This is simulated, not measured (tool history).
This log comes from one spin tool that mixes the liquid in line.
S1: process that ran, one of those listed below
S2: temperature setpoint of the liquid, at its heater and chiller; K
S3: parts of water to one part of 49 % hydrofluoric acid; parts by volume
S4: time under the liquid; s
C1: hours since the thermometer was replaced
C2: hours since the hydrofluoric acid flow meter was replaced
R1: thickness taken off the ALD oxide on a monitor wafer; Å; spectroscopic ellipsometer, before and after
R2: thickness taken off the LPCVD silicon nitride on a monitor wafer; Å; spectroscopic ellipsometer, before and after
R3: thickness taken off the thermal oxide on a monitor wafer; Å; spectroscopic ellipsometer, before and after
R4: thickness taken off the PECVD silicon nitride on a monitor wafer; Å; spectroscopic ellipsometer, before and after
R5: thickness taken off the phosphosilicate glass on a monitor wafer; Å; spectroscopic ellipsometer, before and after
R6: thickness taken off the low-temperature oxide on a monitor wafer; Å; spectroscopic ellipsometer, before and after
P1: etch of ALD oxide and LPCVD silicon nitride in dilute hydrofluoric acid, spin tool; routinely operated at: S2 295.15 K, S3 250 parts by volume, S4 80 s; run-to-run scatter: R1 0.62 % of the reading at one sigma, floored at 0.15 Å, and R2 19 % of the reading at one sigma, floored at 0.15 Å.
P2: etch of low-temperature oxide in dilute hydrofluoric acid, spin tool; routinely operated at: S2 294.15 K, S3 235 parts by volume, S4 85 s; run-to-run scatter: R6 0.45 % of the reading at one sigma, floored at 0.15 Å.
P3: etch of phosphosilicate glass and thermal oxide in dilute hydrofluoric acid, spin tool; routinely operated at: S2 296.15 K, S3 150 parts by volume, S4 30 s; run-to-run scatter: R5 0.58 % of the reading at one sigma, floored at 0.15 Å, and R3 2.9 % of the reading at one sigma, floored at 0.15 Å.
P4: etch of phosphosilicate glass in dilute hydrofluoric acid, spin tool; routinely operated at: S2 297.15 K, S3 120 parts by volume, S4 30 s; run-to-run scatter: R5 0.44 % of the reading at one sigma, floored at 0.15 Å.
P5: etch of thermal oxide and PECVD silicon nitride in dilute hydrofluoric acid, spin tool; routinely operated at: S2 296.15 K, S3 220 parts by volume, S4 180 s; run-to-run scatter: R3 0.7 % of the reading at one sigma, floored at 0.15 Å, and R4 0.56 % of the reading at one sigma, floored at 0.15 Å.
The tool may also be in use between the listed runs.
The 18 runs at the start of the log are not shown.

Run 19, day 6.946: S1 P3, S2 296.15 K, S3 150 parts by volume, S4 30 s; C1 1444.4; C2 818.3. Result: R3 8.5243 Å, R5 243.48 Å.
Run 20, day 7.167: S1 P1, S2 295.15 K, S3 250 parts by volume, S4 80 s; C1 1449.7; C2 823.6. Result: R1 52.929 Å, R2 1.5566 Å.
Run 21, day 7.642: S1 P4, S2 297.15 K, S3 120 parts by volume, S4 15 s; C1 1461.1; C2 835. Result: R5 235.02 Å.
Run 22, day 7.975: S1 P2, S2 294.15 K, S3 405 parts by volume, S4 85 s; C1 1469.1; C2 843. Result: R6 23.174 Å.
Run 23, day 8.292: S1 P2, S2 294.15 K, S3 235 parts by volume, S4 155 s; C1 1476.7; C2 850.6. Result: R6 84.577 Å.
Run 24, day 8.538: S1 P1, S2 300.15 K, S3 250 parts by volume, S4 80 s; C1 1482.6; C2 856.5. Result: R1 62.163 Å, R2 1.6482 Å.
Run 25, day 8.888: S1 P1, S2 295.15 K, S3 250 parts by volume, S4 80 s; C1 1491; C2 864.9. Result: R1 52.827 Å, R2 1.5937 Å.
Run 26, day 9.329: S1 P4, S2 302.65 K, S3 120 parts by volume, S4 30 s; C1 1501.6; C2 875.5. Result: R5 579.42 Å.
Run 27, day 9.658: S1 P5, S2 300.15 K, S3 220 parts by volume, S4 180 s; C1 1509.5; C2 883.4. Result: R3 38.563 Å, R4 56.621 Å.
Run 28, day 10.075: S1 P5, S2 296.15 K, S3 220 parts by volume, S4 50 s; C1 1519.5; C2 893.4. Result: R3 9.2612 Å, R4 12.051 Å.
Run 29, day 10.5: S1 P1, S2 290.65 K, S3 250 parts by volume, S4 80 s; C1 1529.7; C2 903.6. Result: R1 44.073 Å, R2 1.1164 Å.
Run 30, day 10.771: S1 P1, S2 295.15 K, S3 150 parts by volume, S4 80 s; C1 1536.2; C2 910.1. Result: R1 96.612 Å, R2 2.4441 Å.
Run 31, day 11.112: S1 P1, S2 295.15 K, S3 250 parts by volume, S4 80 s; C1 1544.4; C2 918.3. Result: R1 51.996 Å, R2 1.8603 Å.
Run 32, day 11.567: S1 P2, S2 290.15 K, S3 235 parts by volume, S4 85 s; C1 1555.3; C2 929.2. Result: R6 39.801 Å.
Run 33, day 11.796: S1 P3, S2 296.15 K, S3 150 parts by volume, S4 15 s; C1 1560.8; C2 934.7. Result: R3 4.5474 Å, R5 121.64 Å.

Run 34 has not been measured yet. What should we expect?
Run 34, day 12.308: S1 P1, S2 295.15 K, S3 250 parts by volume, S4 80 s; C1 1573.1; C2 947. Result: R1 ?, R2 ?.

R1: 52.303 Å
R2: 1.4594 Å
